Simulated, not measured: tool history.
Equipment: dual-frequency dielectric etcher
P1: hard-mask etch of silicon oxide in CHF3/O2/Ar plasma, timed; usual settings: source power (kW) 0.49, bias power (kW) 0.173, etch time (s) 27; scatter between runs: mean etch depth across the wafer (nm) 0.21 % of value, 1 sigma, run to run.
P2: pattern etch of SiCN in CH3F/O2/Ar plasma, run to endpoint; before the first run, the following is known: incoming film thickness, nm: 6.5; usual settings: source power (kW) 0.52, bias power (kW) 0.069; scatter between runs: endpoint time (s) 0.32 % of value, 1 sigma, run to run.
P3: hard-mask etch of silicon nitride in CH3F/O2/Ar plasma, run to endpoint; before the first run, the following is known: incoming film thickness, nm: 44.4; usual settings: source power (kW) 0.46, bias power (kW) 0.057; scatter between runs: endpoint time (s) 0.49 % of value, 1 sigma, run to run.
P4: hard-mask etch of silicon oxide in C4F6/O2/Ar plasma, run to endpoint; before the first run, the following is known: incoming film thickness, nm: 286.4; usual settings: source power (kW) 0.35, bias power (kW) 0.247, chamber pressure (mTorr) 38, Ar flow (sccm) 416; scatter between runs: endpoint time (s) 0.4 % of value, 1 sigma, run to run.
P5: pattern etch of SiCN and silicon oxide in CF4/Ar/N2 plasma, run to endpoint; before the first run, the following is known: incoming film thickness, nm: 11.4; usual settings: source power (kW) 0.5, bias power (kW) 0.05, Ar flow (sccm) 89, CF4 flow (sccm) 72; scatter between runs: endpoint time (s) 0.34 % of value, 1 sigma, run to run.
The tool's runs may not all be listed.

run,hour,process that ran,source power (kW),bias power (kW),etch time (s),chamber pressure (mTorr),Ar flow (sccm),CF4 flow (sccm),mean etch depth across the wafer (nm),endpoint time (s)
1,11.1,P1,0.49,0.173,27,,,,48.678,
2,19.5,P2,0.52,0.069,,,,,,16.508
3,28.1,P4,0.24,0.247,,38,416,,,105.65
4,39.7,P4,0.35,0.154,,38,416,,,106.59
5,53,P5,0.5,0.05,,,89,72,,13.005
6,67.4,P5,0.5,0.05,,,89,86,,12.653
7,81.2,P5,0.5,0.031,,,89,72,,14.91
8,90.1,P1,0.49,0.128,27,,,,44.059,
9,99.4,P1,0.38,0.173,27,,,,44.098,
10,113.5,P1,0.49,0.173,27,,,,48.574,
11,128.5,P1,0.49,0.213,18,,,,34.823,
12,136.4,P1,0.49,0.173,27,,,,48.667,
13,151.4,P1,0.49,0.173,27,,,,48.576,
14,158.9,P2,0.52,0.042,,,,,,19.178
15,169.4,P4,0.35,0.247,,38,334,,,89.204
16,181.3,P4,0.35,0.247,,26,416,,,86.997
17,195.8,P1,0.4,0.216,27,,,,48.567,
18,205.3,P1,0.49,0.173,27,,,,48.464,
19,220.2,P2,0.73,0.069,,,,,,14.412
20,230.1,P5,0.5,0.05,,,54,72,,12.119
21,242.1,P4,0.35,0.247,,38,416,,,91.732
22,254.2,P1,0.49,0.173,38,,,,68.276,
23,268.3,P1,0.49,0.203,16.5,,,,31.339,
24,277.5,P3,0.46,0.038,,,,,,73.414
25,287.3,P1,0.49,0.238,27,,,,54.301,
26,301.3,P1,0.62,0.173,27,,,,53.34,
27,312.3,P1,0.49,0.173,15.5,,,,27.87,
28,326.5,P5,0.5,0.05,,,89,72,,13.02
29,336.3,P1,0.49,0.173,27,,,,48.571,
30,348.8,P3,0.46,0.057,,,,,,64.433
31,357.6,P1,0.49,0.173,27,,,,48.489,
32,364.3,P5,0.34,0.05,,,89,72,,18.354
33,375.8,P3,0.3,0.057,,,,,,75.065
34,386.9,P2,0.52,0.069,,,,,,16.399
35,395.7,P1,0.49,0.173,27,,,,48.755,
36,403,P1,0.49,0.173,27,,,,48.345,
37,416.4,P1,0.49,0.173,27,,,,48.146,
38,431.6,P1,0.49,0.173,27,,,,48.044,
39,443.9,P1,0.49,0.173,27,,,,47.892,
# hour 448: wet clean of the chamber
40,453.7,P1,0.49,0.173,27,,,,48.042,
41,466.5,P1,0.49,0.173,27,,,,47.823,
42,473.5,P1,0.49,0.173,27,,,,47.958,
43,480.7,P1,0.49,0.173,27,,,,47.921,

The log shows P1 creeping away from where it was. Any of the 2 causes listed here, at the size stated for it, fits the log just as well as the others:
A: source power that arrives under what is set, % = 3.91
B: bias power that arrives under what is set, % = 4.42
Creep in the process output first set in at about hour 395.7.
Other possible causes, and why each is ruled out:
chamber walls in a state that lowers the etch rate, %: serviced at hour 448, after the change had begun; the process did not return to its earlier output

Each of the 4 check runs below uses one wafer; its results are left as question marks. Which run tells the causes apart?
check 1,487.9,P4,0.25,0.191,,38,416,,,?
check 2,487.9,P5,0.5,0.037,,,89,72,,?
check 3,487.9,P3,0.46,0.04,,,,,,?
check 4,487.9,P2,0.72,0.043,,,,,,?

Outcome of each check run for each possible cause:
check,result,if A,if B
check 1,endpoint time (s),115.18,115.13
check 2,endpoint time (s),14.714,14.369
check 3,endpoint time (s),72.694,72.483
check 4,endpoint time (s),17.087,17.04
Gap, in per cent, between the two causes that each check separates least, read from the result that separates them most: check 1 0.04 %; check 2 2.38 %; check 3 0.29 %; check 4 0.27 %
Only check 2 tells the causes apart: in the others they would give nearly the same result.

Check 2 has now been run. It gave: endpoint time (s) 14.716. Which of the candidate causes is it?

The correct cause is A, namely: source power that arrives under what is set, %.
